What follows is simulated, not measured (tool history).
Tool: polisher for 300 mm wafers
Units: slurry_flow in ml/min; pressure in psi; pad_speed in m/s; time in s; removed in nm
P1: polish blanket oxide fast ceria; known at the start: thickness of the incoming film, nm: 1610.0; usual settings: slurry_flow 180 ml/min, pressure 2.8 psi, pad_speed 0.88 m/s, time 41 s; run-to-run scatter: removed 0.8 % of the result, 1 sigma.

run     day  slurry_flow  pressure  pad_speed  time  removed
  1   0.367          180       2.8       0.88    41   477.42
  2   0.842          180       2.8       0.88    41   470.47
  3   1.533          180       2.8       0.88    58   660.68
  4   2.071          180       2.8       0.88    41   469.22
  5   2.521          180       2.8       0.88    41   471.39
  6   3.117          285       2.8       0.88    41   501.23
      3.521  -- head pressure recalibrated
  7     3.9          180       2.8       0.88    41    471.7
  8   4.688          125       2.8       0.88    41   443.24
  9    5.25          180       2.8       0.88    41    465.6
 10   5.917          180       2.8       0.88    24    274.3
 11   6.604          180       2.8       1.26    41   672.12
 12     7.3          225       1.3       0.88    41   222.86
 13   8.054          180       1.3       0.88    41   220.05
 14   8.425          180       4.2       0.88    41    696.9
 15   9.154          180       2.8        0.4    41   213.51
 16   9.512          180       2.8       0.88    41   476.36
 17   9.925          180       2.8       0.88    41   474.63
 18  10.529          180       2.8       0.88    41    463.4
 19  11.192          180       2.8       0.88    41   444.18
 20  11.917          180       2.8       0.88    41   439.67

The next listed run, before its measurement:
 21  12.333          180       2.8       0.88    41        ?

removed: 431.77 nm
